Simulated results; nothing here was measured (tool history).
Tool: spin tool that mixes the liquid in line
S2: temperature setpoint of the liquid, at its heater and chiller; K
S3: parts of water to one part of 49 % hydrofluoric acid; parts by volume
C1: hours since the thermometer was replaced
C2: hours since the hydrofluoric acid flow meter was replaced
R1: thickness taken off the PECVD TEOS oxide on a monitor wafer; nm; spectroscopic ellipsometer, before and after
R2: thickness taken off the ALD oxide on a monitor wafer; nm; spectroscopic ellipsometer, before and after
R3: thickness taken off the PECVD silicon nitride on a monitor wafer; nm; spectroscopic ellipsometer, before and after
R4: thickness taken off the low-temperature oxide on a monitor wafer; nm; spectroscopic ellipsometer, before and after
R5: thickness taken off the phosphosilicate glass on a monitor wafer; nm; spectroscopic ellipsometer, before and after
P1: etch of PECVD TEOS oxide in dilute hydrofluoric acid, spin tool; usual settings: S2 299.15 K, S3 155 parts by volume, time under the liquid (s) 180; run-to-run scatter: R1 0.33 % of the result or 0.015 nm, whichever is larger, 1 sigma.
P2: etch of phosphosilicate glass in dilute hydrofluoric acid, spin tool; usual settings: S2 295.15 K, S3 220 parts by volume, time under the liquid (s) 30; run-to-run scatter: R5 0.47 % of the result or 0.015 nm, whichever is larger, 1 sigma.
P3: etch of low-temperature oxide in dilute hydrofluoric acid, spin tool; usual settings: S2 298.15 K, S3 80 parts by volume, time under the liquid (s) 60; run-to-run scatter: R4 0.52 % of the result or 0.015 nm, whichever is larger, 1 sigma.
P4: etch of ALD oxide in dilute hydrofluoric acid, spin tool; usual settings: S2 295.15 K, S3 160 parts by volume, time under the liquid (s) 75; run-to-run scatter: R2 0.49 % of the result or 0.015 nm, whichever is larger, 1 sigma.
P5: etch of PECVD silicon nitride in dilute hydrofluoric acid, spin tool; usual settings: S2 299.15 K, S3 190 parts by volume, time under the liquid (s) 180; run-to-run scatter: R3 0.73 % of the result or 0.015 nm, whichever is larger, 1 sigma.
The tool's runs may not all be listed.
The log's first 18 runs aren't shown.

run 19 hour=90.2 | process_that_ran=P3 S2=298.15 S3=145 time_under_the_liquid_(s)=60 | C1=345.6 C2=1002.2 | R4=9.4341
run 20 hour=93.9 | process_that_ran=P1 S2=299.15 S3=70 time_under_the_liquid_(s)=180 | C1=349.3 C2=1005.9 | R1=39.8190
run 21 hour=97.3 | process_that_ran=P2 S2=295.15 S3=220 time_under_the_liquid_(s)=30 | C1=352.7 C2=1009.3 | R5=9.7379
run 22 hour=103.4 | process_that_ran=P5 S2=299.15 S3=340 time_under_the_liquid_(s)=180 | C1=358.8 C2=1015.4 | R3=2.1065
run 23 hour=106.8 | process_that_ran=P1 S2=299.15 S3=155 time_under_the_liquid_(s)=180 | C1=362.2 C2=1018.8 | R1=16.1320
run 24 hour=112.2 | process_that_ran=P4 S2=295.15 S3=30 time_under_the_liquid_(s)=75 | C1=367.6 C2=1024.2 | R2=30.6420
run 25 hour=118.6 | process_that_ran=P1 S2=299.15 S3=95 time_under_the_liquid_(s)=325 | C1=374.0 C2=1030.6 | R1=51.4500
run 26 hour=123.5 | process_that_ran=P1 S2=292.65 S3=155 time_under_the_liquid_(s)=110 | C1=378.9 C2=1035.5 | R1=7.6732
run 27 hour=129.6 | process_that_ran=P3 S2=298.15 S3=80 time_under_the_liquid_(s)=90 | C1=385.0 C2=1041.6 | R4=28.1910
run 28 hour=134.9 | process_that_ran=P1 S2=299.15 S3=155 time_under_the_liquid_(s)=180 | C1=390.3 C2=1046.9 | R1=16.1580
run 29 hour=139.8 | process_that_ran=P3 S2=298.15 S3=80 time_under_the_liquid_(s)=60 | C1=395.2 C2=1051.8 | R4=18.6570

Run 30 comes next. What will it give?
run 30 hour=144.9 | process_that_ran=P1 S2=299.15 S3=155 time_under_the_liquid_(s)=285 | C1=400.3 C2=1056.9 | R1=?

R1: 25.7010 nm
